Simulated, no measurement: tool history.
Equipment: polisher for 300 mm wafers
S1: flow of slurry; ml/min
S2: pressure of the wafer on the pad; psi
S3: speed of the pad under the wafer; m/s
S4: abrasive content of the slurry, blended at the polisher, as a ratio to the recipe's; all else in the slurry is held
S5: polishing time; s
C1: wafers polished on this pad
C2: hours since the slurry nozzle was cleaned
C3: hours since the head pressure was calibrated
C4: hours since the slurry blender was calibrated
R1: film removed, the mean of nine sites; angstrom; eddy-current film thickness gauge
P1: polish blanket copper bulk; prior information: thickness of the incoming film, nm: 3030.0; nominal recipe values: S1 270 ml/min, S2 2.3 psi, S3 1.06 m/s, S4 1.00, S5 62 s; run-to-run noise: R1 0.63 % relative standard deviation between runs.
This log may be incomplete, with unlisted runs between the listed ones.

Run 1, hour 4.6: S1 270 ml/min, S2 2.3 psi, S3 1.06 m/s, S4 1.00, S5 62 s; C1 794; C2 247.1; C3 206.7; C4 32.7. Result: R1 5436.7 angstrom.
Run 2, hour 10.5: S1 270 ml/min, S2 2.3 psi, S3 1.06 m/s, S4 1.00, S5 93 s; C1 847; C2 253.0; C3 212.6; C4 38.6. Result: R1 8167.9 angstrom.
Run 3, hour 17.8: S1 175 ml/min, S2 2.3 psi, S3 1.50 m/s, S4 1.00, S5 62 s; C1 911; C2 260.3; C3 219.9; C4 45.9. Result: R1 7319.8 angstrom.
Run 4, hour 23.8: S1 270 ml/min, S2 2.3 psi, S3 1.06 m/s, S4 1.00, S5 39 s; C1 964; C2 266.3; C3 225.9; C4 51.9. Result: R1 3450.4 angstrom.
Run 5, hour 33.2: S1 270 ml/min, S2 2.3 psi, S3 1.06 m/s, S4 1.00, S5 62 s; C1 1047; C2 275.7; C3 235.3; C4 61.3. Result: R1 5508.3 angstrom.
Run 6, hour 41.7: S1 395 ml/min, S2 2.3 psi, S3 1.06 m/s, S4 1.00, S5 62 s; C1 1123; C2 284.2; C3 243.8; C4 69.8. Result: R1 5571.5 angstrom.
Run 7, hour 47.0: S1 270 ml/min, S2 2.3 psi, S3 0.68 m/s, S4 1.00, S5 62 s; C1 1169; C2 289.5; C3 249.1; C4 75.1. Result: R1 3513.9 angstrom.
Run 8, hour 57.2: S1 270 ml/min, S2 2.3 psi, S3 1.06 m/s, S4 1.00, S5 62 s; C1 1260; C2 299.7; C3 259.3; C4 85.3. Result: R1 5414.2 angstrom.
Run 9, hour 64.0: S1 270 ml/min, S2 2.3 psi, S3 1.06 m/s, S4 1.50, S5 62 s; C1 1320; C2 306.5; C3 266.1; C4 92.1. Result: R1 5946.1 angstrom.
Run 10, hour 70.7: S1 270 ml/min, S2 2.3 psi, S3 1.06 m/s, S4 0.70, S5 62 s; C1 1379; C2 313.2; C3 272.8; C4 98.8. Result: R1 5040.5 angstrom.
Run 11, hour 81.0: S1 270 ml/min, S2 2.3 psi, S3 1.06 m/s, S4 1.00, S5 62 s; C1 1470; C2 323.5; C3 283.1; C4 109.1. Result: R1 5473.6 angstrom.
Run 12, hour 90.1: S1 270 ml/min, S2 1.5 psi, S3 1.06 m/s, S4 1.00, S5 62 s; C1 1551; C2 332.6; C3 292.2; C4 118.2. Result: R1 3546.0 angstrom.
Run 13, hour 94.9: S1 270 ml/min, S2 2.3 psi, S3 1.06 m/s, S4 1.00, S5 62 s; C1 1593; C2 337.4; C3 297.0; C4 123.0. Result: R1 5415.4 angstrom.
Run 14, hour 104.4: S1 270 ml/min, S2 1.7 psi, S3 1.06 m/s, S4 1.25, S5 62 s; C1 1677; C2 346.9; C3 306.5; C4 132.5. Result: R1 4262.1 angstrom.
Run 15, hour 110.3: S1 270 ml/min, S2 2.3 psi, S3 1.70 m/s, S4 1.00, S5 62 s; C1 1729; C2 352.8; C3 312.4; C4 138.4. Result: R1 8733.7 angstrom.
Run 16, hour 115.9: S1 160 ml/min, S2 2.3 psi, S3 1.06 m/s, S4 1.00, S5 62 s; C1 1779; C2 358.4; C3 318.0; C4 144.0. Result: R1 5069.0 angstrom.
Run 17, hour 124.8: S1 270 ml/min, S2 3.1 psi, S3 1.06 m/s, S4 1.00, S5 62 s; C1 1857; C2 367.3; C3 326.9; C4 152.9. Result: R1 7330.0 angstrom.
Run 18, hour 131.9: S1 270 ml/min, S2 2.3 psi, S3 1.06 m/s, S4 1.00, S5 62 s; C1 1920; C2 374.4; C3 334.0; C4 160.0. Result: R1 5469.5 angstrom.
Run 19, hour 140.8: S1 270 ml/min, S2 2.3 psi, S3 1.06 m/s, S4 1.00, S5 62 s; C1 1999; C2 383.3; C3 342.9; C4 168.9. Result: R1 5352.6 angstrom.
Run 20, hour 146.2: S1 270 ml/min, S2 2.3 psi, S3 1.06 m/s, S4 1.00, S5 62 s; C1 2047; C2 388.7; C3 348.3; C4 174.3. Result: R1 5365.3 angstrom.
Run 21, hour 154.1: S1 270 ml/min, S2 2.3 psi, S3 1.06 m/s, S4 1.00, S5 62 s; C1 2117; C2 396.6; C3 356.2; C4 182.2. Result: R1 5255.5 angstrom.
At hour 156.4: slurry blender recalibrated.
Run 22, hour 159.7: S1 270 ml/min, S2 2.3 psi, S3 1.06 m/s, S4 1.00, S5 62 s; C1 2166; C2 402.2; C3 361.8; C4 3.4. Result: R1 5256.9 angstrom.
Run 23, hour 164.9: S1 270 ml/min, S2 2.3 psi, S3 1.06 m/s, S4 1.00, S5 62 s; C1 2212; C2 407.4; C3 367.0; C4 8.6. Result: R1 5289.6 angstrom.
At hour 170.3: worn pad replaced by a new one.
Run 24, hour 172.1: S1 270 ml/min, S2 2.3 psi, S3 1.06 m/s, S4 1.00, S5 62 s; C1 16; C2 414.6; C3 374.2; C4 15.8. Result: R1 5189.2 angstrom.
Run 25, hour 181.3: S1 270 ml/min, S2 2.3 psi, S3 1.06 m/s, S4 1.00, S5 62 s; C1 98; C2 423.8; C3 383.4; C4 25.0. Result: R1 5187.0 angstrom.
Run 26, hour 186.4: S1 270 ml/min, S2 2.3 psi, S3 1.06 m/s, S4 1.00, S5 62 s; C1 143; C2 428.9; C3 388.5; C4 30.1. Result: R1 5221.8 angstrom.
Run 27, hour 195.4: S1 270 ml/min, S2 2.3 psi, S3 1.06 m/s, S4 1.00, S5 62 s; C1 222; C2 437.9; C3 397.5; C4 39.1. Result: R1 5155.2 angstrom.

The output of P1 has drifted from where it used to be. Each of the 2 causes below, taken at the size shown beside it, accounts for the log equally well:
A: slurry flow missing at the pad, % = 34.2
B: head's pressure below its setpoint, % = 4.98
At approximately hour 131.9, the process output began to creep.
What rules out each remaining cause:
removal rate lost through wear of the pad, %: maintenance at hour 170.3, after the shift began, did not return the process to its former output
abrasive missing from the slurry, %: maintenance at hour 156.4, after the shift began, did not return the process to its former output

Which of the 4 check runs listed below, each an average over 5 wafers with its results shown as question marks, gives clearly different results under the different listed causes?
Run check 1, hour 204.4: S1 270 ml/min, S2 2.3 psi, S3 1.06 m/s, S4 1.25, S5 62 s. Result: R1 ?.
Run check 2, hour 204.4: S1 270 ml/min, S2 2.3 psi, S3 1.06 m/s, S4 0.80, S5 62 s. Result: R1 ?.
Run check 3, hour 204.4: S1 270 ml/min, S2 2.3 psi, S3 0.84 m/s, S4 0.80, S5 62 s. Result: R1 ?.
Run check 4, hour 204.4: S1 185 ml/min, S2 2.3 psi, S3 1.06 m/s, S4 1.00, S5 49 s. Result: R1 ?.

Outcome of each check run for each possible cause:
  check  result    if A    if B
check 1      R1  5442.6  5442.9
check 2      R1  4946.3  4946.5
check 3      R1  3919.7  3919.9
check 4      R1  3832.7  3916.8
Minimum pairwise separation of causes per check, each pair taken at its best-separating result: check 1 0.01 %; check 2 0.01 %; check 3 0.01 %; check 4 2.17 %
Only in check 4 would the causes give clearly different results; in the remaining checks their results would be nearly the same.

After running check 4, the following was obtained: R1 3833.0 angstrom. Which cause does this point to?

A is the cause: slurry flow missing at the pad, %.
